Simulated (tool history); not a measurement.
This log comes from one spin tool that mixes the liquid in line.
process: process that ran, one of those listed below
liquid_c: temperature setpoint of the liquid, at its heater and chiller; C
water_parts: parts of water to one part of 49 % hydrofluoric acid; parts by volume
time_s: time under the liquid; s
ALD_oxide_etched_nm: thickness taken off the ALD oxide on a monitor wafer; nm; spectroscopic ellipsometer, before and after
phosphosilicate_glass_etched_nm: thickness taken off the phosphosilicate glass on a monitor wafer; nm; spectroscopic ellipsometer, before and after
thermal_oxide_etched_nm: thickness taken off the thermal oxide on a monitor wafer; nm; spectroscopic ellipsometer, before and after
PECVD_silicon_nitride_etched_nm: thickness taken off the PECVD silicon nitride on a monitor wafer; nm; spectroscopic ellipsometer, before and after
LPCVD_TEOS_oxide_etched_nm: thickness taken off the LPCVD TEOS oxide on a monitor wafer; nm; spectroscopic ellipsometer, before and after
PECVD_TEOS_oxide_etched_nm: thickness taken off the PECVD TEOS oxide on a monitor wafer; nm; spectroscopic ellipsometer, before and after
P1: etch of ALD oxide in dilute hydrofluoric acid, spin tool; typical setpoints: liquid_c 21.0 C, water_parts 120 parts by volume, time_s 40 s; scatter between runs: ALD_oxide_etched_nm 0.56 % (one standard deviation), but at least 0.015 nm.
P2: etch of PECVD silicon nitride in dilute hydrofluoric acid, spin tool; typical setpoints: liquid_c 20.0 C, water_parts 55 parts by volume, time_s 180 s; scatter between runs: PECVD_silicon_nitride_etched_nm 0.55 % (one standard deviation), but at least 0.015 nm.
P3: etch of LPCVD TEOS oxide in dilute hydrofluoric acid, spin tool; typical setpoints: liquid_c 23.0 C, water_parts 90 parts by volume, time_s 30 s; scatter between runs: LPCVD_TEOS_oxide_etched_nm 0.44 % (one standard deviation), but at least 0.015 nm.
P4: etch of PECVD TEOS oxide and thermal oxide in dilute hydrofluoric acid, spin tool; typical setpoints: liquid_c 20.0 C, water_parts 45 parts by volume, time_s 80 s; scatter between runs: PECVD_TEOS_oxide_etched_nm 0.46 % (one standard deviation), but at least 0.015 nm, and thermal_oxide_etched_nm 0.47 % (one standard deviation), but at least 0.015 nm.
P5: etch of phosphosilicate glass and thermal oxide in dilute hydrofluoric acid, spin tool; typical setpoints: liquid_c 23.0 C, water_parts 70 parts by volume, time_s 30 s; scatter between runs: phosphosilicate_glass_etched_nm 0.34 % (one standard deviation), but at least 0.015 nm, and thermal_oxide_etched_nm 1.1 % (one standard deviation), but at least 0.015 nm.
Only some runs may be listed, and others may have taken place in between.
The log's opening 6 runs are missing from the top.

run	hour	process	liquid_c	water_parts	time_s	hours since the thermometer was replaced	hours since the hydrofluoric acid flow meter was replaced	ALD_oxide_etched_nm	phosphosilicate_glass_etched_nm	thermal_oxide_etched_nm	PECVD_silicon_nitride_etched_nm	LPCVD_TEOS_oxide_etched_nm	PECVD_TEOS_oxide_etched_nm
7	58.0	P2	17.0	55	180	1074.7	836.1				4.7715		
8	66.1	P1	21.0	120	40	1082.8	844.2	4.1355					
9	72.1	P3	18.5	90	30	1088.8	850.2					7.8198	
10	77.9	P3	23.0	90	65	1094.6	856.0					20.4740	
11	85.9	P1	17.0	120	40	1102.6	864.0	3.4936					
12	96.9	P1	21.0	120	40	1113.6	875.0	4.1082					
13	105.1	P2	20.0	55	180	1121.8	883.2				5.8968		
14	110.2	P4	17.0	45	80	1126.9	888.3			6.8351			28.7520
15	118.0	P5	23.0	70	15	1134.7	896.1		12.726	1.0345			
16	128.7	P1	21.0	120	40	1145.4	906.8	4.1276					
17	139.6	P1	21.0	120	15	1156.3	917.7	1.5412					
18	151.2	P1	21.0	210	40	1167.9	929.3	2.1724					
19	158.0	P1	21.0	120	40	1174.7	936.1	4.1451					
20	165.9	P4	20.0	45	80	1182.6	944.0			7.7833			32.7670
21	172.0	P5	23.0	70	30	1188.7	950.1		25.512	2.0957			
22	179.2	P5	23.0	25	30	1195.9	957.3		75.741	6.2055			
23	185.9	P2	20.0	55	275	1202.6	964.0				9.0264		
24	193.9	P3	23.0	90	30	1210.6	972.0					9.4152	
25	201.9	P5	30.5	70	30	1218.6	980.0		34.483	2.7976			
# hour 210.9: thermometer replaced
26	211.1	P1	25.0	120	55	0.2	989.2	6.6520					
27	216.5	P1	21.0	120	40	5.6	994.6	4.1314					
28	225.5	P4	20.0	75	80	14.6	1003.6			4.5338			18.9410
29	233.3	P1	21.0	120	65	22.4	1011.4	6.7034					

Predict the results of run 30:
30	243.0	P4	20.0	45	15	32.1	1021.1			?			?

Run 30 yielded thermal_oxide_etched_nm 1.4733 nm, PECVD_TEOS_oxide_etched_nm 6.1371 nm.
